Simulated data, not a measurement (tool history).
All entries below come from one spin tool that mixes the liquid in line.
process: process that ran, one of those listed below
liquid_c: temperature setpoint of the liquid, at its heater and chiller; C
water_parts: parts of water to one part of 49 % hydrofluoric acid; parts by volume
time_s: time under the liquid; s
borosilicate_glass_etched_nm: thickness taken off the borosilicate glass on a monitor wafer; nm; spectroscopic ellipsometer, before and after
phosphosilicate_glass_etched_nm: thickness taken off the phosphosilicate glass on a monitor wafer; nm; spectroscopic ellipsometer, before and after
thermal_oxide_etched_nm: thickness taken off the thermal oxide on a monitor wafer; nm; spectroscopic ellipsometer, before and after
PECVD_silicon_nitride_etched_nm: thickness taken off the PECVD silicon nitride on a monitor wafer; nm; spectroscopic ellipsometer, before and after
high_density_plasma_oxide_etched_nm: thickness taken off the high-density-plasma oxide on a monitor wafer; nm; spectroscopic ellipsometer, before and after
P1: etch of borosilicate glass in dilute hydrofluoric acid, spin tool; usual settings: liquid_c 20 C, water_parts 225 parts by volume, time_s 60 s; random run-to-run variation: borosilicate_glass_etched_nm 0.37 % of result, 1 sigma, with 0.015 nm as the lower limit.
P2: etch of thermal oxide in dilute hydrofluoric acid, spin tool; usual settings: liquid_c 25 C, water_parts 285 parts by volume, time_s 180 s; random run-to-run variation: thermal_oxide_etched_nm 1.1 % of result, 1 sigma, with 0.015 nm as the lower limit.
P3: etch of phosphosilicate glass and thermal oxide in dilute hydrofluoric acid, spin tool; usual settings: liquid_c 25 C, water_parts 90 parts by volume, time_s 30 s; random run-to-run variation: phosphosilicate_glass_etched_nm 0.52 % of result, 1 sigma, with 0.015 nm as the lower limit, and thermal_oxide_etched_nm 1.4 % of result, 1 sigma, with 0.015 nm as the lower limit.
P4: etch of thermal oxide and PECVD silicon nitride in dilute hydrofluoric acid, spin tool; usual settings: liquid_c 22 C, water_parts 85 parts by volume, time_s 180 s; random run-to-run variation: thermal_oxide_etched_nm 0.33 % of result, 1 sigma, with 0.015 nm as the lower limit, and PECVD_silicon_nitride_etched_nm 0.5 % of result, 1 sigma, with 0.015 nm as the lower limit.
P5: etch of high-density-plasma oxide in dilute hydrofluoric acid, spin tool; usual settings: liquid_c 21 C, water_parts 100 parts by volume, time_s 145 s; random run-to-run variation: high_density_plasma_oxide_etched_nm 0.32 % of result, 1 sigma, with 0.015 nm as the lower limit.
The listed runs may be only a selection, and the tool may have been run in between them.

run,hour,process,liquid_c,water_parts,time_s,borosilicate_glass_etched_nm,phosphosilicate_glass_etched_nm,thermal_oxide_etched_nm,PECVD_silicon_nitride_etched_nm,high_density_plasma_oxide_etched_nm
1,12.3,P1,20,225,60,10.66,,,,
2,19.7,P3,21,90,30,,37.139,1.474,,
3,26.6,P1,25.5,225,60,13.053,,,,
4,32.5,P2,25,285,100,,,1.3925,,
5,38.5,P3,25,90,30,,43.743,1.7409,,
6,50.7,P1,20,400,60,5.0985,,,,
7,62.3,P4,22,85,300,,,16.054,8.1015,
8,73.5,P2,25,65,180,,,14.05,,
9,85.1,P2,25,285,180,,,2.4299,,
10,95,P1,17,225,15,2.3437,,,,
11,103.9,P5,21,175,145,,,,,3.4594
12,112.4,P4,22,85,180,,,9.6575,4.8237,
13,119.3,P1,20,225,60,10.719,,,,
14,127.4,P5,17,100,145,,,,,5.5813
15,135.8,P1,20,225,60,10.597,,,,
16,147.8,P1,20,50,60,57.489,,,,
17,158.4,P4,18,85,180,,,8.1874,3.6989,
18,170,P4,22,85,180,,,9.6217,4.7654,
19,175.8,P5,21,100,145,,,,,6.5514
20,188.4,P1,20,225,60,10.682,,,,
21,196.7,P3,25,160,30,,22.581,0.92595,,
22,202.9,P5,21,100,145,,,,,6.544
23,212.7,P5,21,100,215,,,,,9.7884
24,223.6,P1,17,225,60,9.41,,,,
25,233.7,P1,20,225,60,10.602,,,,
26,244.6,P2,25,285,180,,,2.4721,,
27,258,P2,30,285,180,,,2.8822,,
28,270.6,P1,20,225,60,10.518,,,,
29,282,P3,25,90,30,,43.52,1.747,,
30,290.9,P3,25,90,15,,21.72,0.85579,,
31,297.9,P4,22,25,180,,,35.059,15.93,
32,306.8,P1,20,225,25,4.4177,,,,
33,318.8,P1,20,225,100,17.599,,,,
34,330.3,P1,20,225,60,10.612,,,,
35,342.8,P1,20,225,60,10.085,,,,
36,353.7,P1,20,225,60,9.9475,,,,
37,359.7,P1,20,225,60,9.8828,,,,
38,370.9,P1,20,225,60,9.8086,,,,
39,377.2,P1,20,225,60,9.766,,,,
40,384.5,P1,20,225,60,9.7302,,,,
41,393.4,P1,20,225,60,9.7719,,,,
42,402.1,P1,20,225,60,9.7118,,,,

P1 has crept away from where it was. The log is fitted equally well by each of these 2 causes, at the sizes shown:
A: hydrofluoric acid flow below the setpoint (%) = 6.99
B: liquid colder than its thermometer reads (K) = 2.3
The onset of the drift is placed at about hour 330.3.

4 check runs are offered, one wafer each, their results left as question marks. Which one tells the causes apart?
check 1,410.8,P4,22,35,300,,,?,?,
check 2,410.8,P2,25,90,180,,,?,,
check 3,410.8,P3,25,140,15,,?,?,,
check 4,410.8,P5,21,170,200,,,,,?

Predicted outcomes, by check and by cause:
check,result,if A,if B
check 1,thermal_oxide_etched_nm,38.489,37.639
check 1,PECVD_silicon_nitride_etched_nm,17.86,16.329
check 2,thermal_oxide_etched_nm,9.0188,8.921
check 3,phosphosilicate_glass_etched_nm,12.082,12.036
check 3,thermal_oxide_etched_nm,0.48285,0.481
check 4,high_density_plasma_oxide_etched_nm,4.5391,4.517
Per check, the gap between the least separated pair of causes, taken in the result that splits them most: check 1 8.96 %; check 2 1.09 %; check 3 0.38 %; check 4 0.49 %
Of the check runs offered, only check 1 discriminates between the causes; the rest would read about the same regardless of which cause applies.

After running check 1, the following was obtained: thermal_oxide_etched_nm 37.775 nm; PECVD_silicon_nitride_etched_nm 16.368 nm. Which cause does this point to?

The correct cause is B, namely: liquid colder than its thermometer reads (K).
